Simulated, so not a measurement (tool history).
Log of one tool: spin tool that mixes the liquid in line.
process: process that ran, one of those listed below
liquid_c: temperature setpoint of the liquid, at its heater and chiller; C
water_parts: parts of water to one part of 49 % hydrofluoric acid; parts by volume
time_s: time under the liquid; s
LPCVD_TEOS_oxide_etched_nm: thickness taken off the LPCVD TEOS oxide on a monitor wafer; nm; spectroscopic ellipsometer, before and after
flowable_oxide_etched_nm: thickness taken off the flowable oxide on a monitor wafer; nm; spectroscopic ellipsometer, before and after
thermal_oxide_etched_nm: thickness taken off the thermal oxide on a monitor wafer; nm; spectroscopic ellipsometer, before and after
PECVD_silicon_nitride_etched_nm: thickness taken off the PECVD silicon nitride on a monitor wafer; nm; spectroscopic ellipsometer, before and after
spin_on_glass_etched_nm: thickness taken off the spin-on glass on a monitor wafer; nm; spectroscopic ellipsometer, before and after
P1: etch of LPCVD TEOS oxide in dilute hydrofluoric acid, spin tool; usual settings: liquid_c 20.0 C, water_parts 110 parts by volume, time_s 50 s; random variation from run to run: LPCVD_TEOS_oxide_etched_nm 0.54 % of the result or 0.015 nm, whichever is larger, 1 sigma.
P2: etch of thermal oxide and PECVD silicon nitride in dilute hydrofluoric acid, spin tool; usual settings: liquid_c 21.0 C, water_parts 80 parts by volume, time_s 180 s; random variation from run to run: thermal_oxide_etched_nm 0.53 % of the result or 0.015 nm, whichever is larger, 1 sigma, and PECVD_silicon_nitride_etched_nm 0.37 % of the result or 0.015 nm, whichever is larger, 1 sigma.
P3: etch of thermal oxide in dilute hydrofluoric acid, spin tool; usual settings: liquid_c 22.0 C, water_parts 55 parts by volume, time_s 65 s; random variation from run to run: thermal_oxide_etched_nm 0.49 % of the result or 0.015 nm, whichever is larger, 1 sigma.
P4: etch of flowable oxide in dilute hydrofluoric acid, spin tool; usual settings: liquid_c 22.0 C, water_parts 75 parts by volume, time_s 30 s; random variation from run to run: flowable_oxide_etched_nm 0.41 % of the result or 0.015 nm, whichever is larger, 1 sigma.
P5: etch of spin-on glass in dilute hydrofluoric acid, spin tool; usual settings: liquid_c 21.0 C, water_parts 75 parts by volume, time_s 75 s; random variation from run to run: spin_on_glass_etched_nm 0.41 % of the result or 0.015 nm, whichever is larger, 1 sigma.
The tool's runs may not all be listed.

run	hour	process	liquid_c	water_parts	time_s	LPCVD_TEOS_oxide_etched_nm	flowable_oxide_etched_nm	thermal_oxide_etched_nm	PECVD_silicon_nitride_etched_nm	spin_on_glass_etched_nm
1	10.9	P1	20.0	110	50	12.1290				
2	25.5	P4	22.0	75	30		10.1200			
3	41.8	P2	17.0	80	180			8.4042	6.1784	
4	57.9	P4	28.0	75	30		12.8480			
5	69.3	P1	26.5	110	50	15.8300				
6	80.4	P1	17.0	110	50	10.6530				
7	94.8	P1	20.0	110	50	12.1210				
8	106.9	P1	20.0	110	90	21.7440				
9	116.2	P4	22.0	75	15		5.0173			
10	127.8	P3	22.0	55	65			5.0177		
11	139.4	P1	20.0	160	80	12.6280				
12	154.9	P5	21.0	75	75					31.360
13	163.9	P5	21.0	75	15					6.246
14	173.1	P3	22.0	105	65			2.4956		
15	186.8	P4	22.0	135	30		5.2096			
16	199.8	P2	21.0	135	180			5.5884	4.8711	
17	212.1	P5	21.0	75	75					31.312
18	229.3	P3	22.0	55	130			10.0870		
19	239.5	P2	21.0	80	180			9.9129	8.2063	
20	252.8	P3	18.0	55	65			4.2305		
21	270.7	P2	21.0	80	40			2.2447	1.8317	
22	286.6	P4	22.0	75	30		10.1070			
23	302.1	P1	20.0	110	50	12.2610				
24	316.5	P1	20.0	160	50	7.9028				
25	333.3	P1	20.0	110	30	7.1938				
26	345.3	P3	22.0	55	65			5.0009		
27	358.9	P2	21.0	80	180			10.0470	8.1554	
28	367.2	P1	20.0	110	50	12.0830				
29	381.4	P1	20.0	45	50	32.3920				
30	396.1	P1	20.0	110	50	12.0850				
31	409.3	P5	26.5	75	75					39.054
32	421.1	P1	17.0	155	50	7.2489				
33	437.0	P1	20.0	110	50	12.1720				
34	451.7	P5	21.0	35	75					70.407
35	465.4	P1	26.5	75	50	24.2330				
36	475.8	P1	20.0	110	50	12.0800				
37	485.1	P1	20.0	110	50	12.3360				
38	493.1	P1	20.0	110	50	12.5660				
39	508.4	P1	20.0	110	50	12.7370				
40	524.2	P1	20.0	110	50	12.7940				
41	534.1	P1	20.0	110	50	12.9300				
42	547.8	P1	20.0	110	50	12.8630				

What P1 gives has crept away from where it was. These 2 causes fit the log equally well, each at the size given:
A: hydrofluoric acid flow above the setpoint (%) = 5.82
B: liquid hotter than its thermometer reads (K) = 1.56
The creep began at about hour 475.8.

4 check runs are offered, one wafer each, their results left as question marks. Which one tells the causes apart?
check 1	561.5	P3	22.0	55	65			?		
check 2	561.5	P2	21.0	80	180			?	?	
check 3	561.5	P4	22.0	75	30		?			
check 4	561.5	P5	21.0	75	75					?

What each check would give under each cause:
check	result	if A	if B
check 1	thermal_oxide_etched_nm	5.3069	5.3298
check 2	thermal_oxide_etched_nm	10.6390	10.6620
check 2	PECVD_silicon_nitride_etched_nm	8.6339	9.0787
check 3	flowable_oxide_etched_nm	10.7060	10.7290
check 4	spin_on_glass_etched_nm	33.241	33.332
How far apart the two closest causes lie, in the result that separates them most: check 1 0.43 %; check 2 5.02 %; check 3 0.21 %; check 4 0.28 %
Check 2 tells the causes apart: in the others they would give nearly the same result.

Then check 2 was run and gave: thermal_oxide_etched_nm 10.6280 nm; PECVD_silicon_nitride_etched_nm 9.0797 nm. Which cause is it?

It is B: liquid hotter than its thermometer reads (K).
